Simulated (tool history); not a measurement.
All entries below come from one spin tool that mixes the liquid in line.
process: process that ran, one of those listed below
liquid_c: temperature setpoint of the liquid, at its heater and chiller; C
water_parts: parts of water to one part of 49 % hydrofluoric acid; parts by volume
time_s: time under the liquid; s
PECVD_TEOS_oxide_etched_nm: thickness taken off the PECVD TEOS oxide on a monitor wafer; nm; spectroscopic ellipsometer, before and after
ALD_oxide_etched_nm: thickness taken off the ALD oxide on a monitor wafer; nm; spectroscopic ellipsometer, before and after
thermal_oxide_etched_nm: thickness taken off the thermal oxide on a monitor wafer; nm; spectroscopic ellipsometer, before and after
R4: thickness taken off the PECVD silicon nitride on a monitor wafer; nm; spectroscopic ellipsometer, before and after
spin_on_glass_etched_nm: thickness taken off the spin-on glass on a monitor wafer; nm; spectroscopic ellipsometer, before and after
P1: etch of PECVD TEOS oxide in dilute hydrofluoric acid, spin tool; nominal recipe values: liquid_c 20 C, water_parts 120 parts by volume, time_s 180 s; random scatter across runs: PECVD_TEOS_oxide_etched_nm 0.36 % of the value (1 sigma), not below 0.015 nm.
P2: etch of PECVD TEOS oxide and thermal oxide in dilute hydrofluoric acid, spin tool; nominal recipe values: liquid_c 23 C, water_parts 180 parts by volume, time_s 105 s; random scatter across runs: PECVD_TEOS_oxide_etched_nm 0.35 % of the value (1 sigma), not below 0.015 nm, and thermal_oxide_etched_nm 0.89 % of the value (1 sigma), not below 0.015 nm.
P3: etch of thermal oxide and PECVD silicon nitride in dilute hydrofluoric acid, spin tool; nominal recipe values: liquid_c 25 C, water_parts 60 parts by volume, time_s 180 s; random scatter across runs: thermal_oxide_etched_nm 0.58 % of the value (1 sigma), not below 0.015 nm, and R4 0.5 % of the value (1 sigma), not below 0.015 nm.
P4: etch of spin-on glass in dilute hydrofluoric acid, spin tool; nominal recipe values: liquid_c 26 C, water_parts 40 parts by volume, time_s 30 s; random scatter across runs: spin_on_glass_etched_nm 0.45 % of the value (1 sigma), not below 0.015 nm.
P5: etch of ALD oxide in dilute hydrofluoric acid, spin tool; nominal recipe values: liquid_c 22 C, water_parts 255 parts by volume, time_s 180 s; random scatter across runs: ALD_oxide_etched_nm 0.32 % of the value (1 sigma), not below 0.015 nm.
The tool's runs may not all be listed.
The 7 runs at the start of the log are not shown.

Run 8, hour 76.9: process P4, liquid_c 20 C, water_parts 40 parts by volume, time_s 30 s. Result: spin_on_glass_etched_nm 19.921 nm.
Run 9, hour 83.9: process P5, liquid_c 22 C, water_parts 100 parts by volume, time_s 180 s. Result: ALD_oxide_etched_nm 24.733 nm.
Run 10, hour 90.7: process P3, liquid_c 25 C, water_parts 20 parts by volume, time_s 180 s. Result: thermal_oxide_etched_nm 47.79 nm, R4 15.794 nm.
Run 11, hour 99.2: process P2, liquid_c 23 C, water_parts 180 parts by volume, time_s 15 s. Result: PECVD_TEOS_oxide_etched_nm 2.0099 nm, thermal_oxide_etched_nm 0.33948 nm.
Run 12, hour 107.9: process P1, liquid_c 20 C, water_parts 120 parts by volume, time_s 50 s. Result: PECVD_TEOS_oxide_etched_nm 9.6747 nm.
Run 13, hour 119.3: process P2, liquid_c 23 C, water_parts 180 parts by volume, time_s 105 s. Result: PECVD_TEOS_oxide_etched_nm 14.098 nm, thermal_oxide_etched_nm 2.4745 nm.
Run 14, hour 131: process P1, liquid_c 20 C, water_parts 25 parts by volume, time_s 95 s. Result: PECVD_TEOS_oxide_etched_nm 98.404 nm.
Run 15, hour 138.1: process P1, liquid_c 20 C, water_parts 120 parts by volume, time_s 180 s. Result: PECVD_TEOS_oxide_etched_nm 34.778 nm.
Run 16, hour 148.9: process P2, liquid_c 30 C, water_parts 180 parts by volume, time_s 105 s. Result: PECVD_TEOS_oxide_etched_nm 17.988 nm, thermal_oxide_etched_nm 3.3014 nm.
Run 17, hour 160: process P1, liquid_c 17 C, water_parts 120 parts by volume, time_s 180 s. Result: PECVD_TEOS_oxide_etched_nm 30.632 nm.
Run 18, hour 166.1: process P1, liquid_c 20 C, water_parts 30 parts by volume, time_s 180 s. Result: PECVD_TEOS_oxide_etched_nm 154.64 nm.
Run 19, hour 172: process P1, liquid_c 20 C, water_parts 120 parts by volume, time_s 180 s. Result: PECVD_TEOS_oxide_etched_nm 34.672 nm.
Run 20, hour 179.5: process P4, liquid_c 26 C, water_parts 20 parts by volume, time_s 30 s. Result: spin_on_glass_etched_nm 52.929 nm.
Run 21, hour 191: process P1, liquid_c 20 C, water_parts 120 parts by volume, time_s 180 s. Result: PECVD_TEOS_oxide_etched_nm 34.794 nm.
Run 22, hour 200.9: process P4, liquid_c 26 C, water_parts 40 parts by volume, time_s 30 s. Result: spin_on_glass_etched_nm 25.691 nm.
Run 23, hour 207.8: process P4, liquid_c 26 C, water_parts 40 parts by volume, time_s 15 s. Result: spin_on_glass_etched_nm 12.776 nm.
Run 24, hour 218.3: process P4, liquid_c 26 C, water_parts 40 parts by volume, time_s 30 s. Result: spin_on_glass_etched_nm 25.612 nm.
Run 25, hour 225.8: process P2, liquid_c 23 C, water_parts 30 parts by volume, time_s 105 s. Result: PECVD_TEOS_oxide_etched_nm 101.01 nm, thermal_oxide_etched_nm 18.114 nm.
Run 26, hour 232.3: process P1, liquid_c 26 C, water_parts 120 parts by volume, time_s 180 s. Result: PECVD_TEOS_oxide_etched_nm 44.15 nm.
Run 27, hour 243.3: process P5, liquid_c 17 C, water_parts 255 parts by volume, time_s 180 s. Result: ALD_oxide_etched_nm 6.7764 nm.
Run 28, hour 248.7: process P5, liquid_c 22 C, water_parts 255 parts by volume, time_s 15 s. Result: ALD_oxide_etched_nm 0.66139 nm.
Run 29, hour 256.5: process P3, liquid_c 18 C, water_parts 60 parts by volume, time_s 180 s. Result: thermal_oxide_etched_nm 11.134 nm, R4 3.3515 nm.
Run 30, hour 263.3: process P1, liquid_c 26.5 C, water_parts 120 parts by volume, time_s 345 s. Result: PECVD_TEOS_oxide_etched_nm 86.219 nm.
Run 31, hour 275.6: process P1, liquid_c 20 C, water_parts 165 parts by volume, time_s 180 s. Result: PECVD_TEOS_oxide_etched_nm 24.194 nm.

Run 32 is up next; what results do you expect?
Run 32, hour 280.9: process P1, liquid_c 20 C, water_parts 120 parts by volume, time_s 180 s. Result: PECVD_TEOS_oxide_etched_nm ?.

PECVD_TEOS_oxide_etched_nm: 34.817 nm
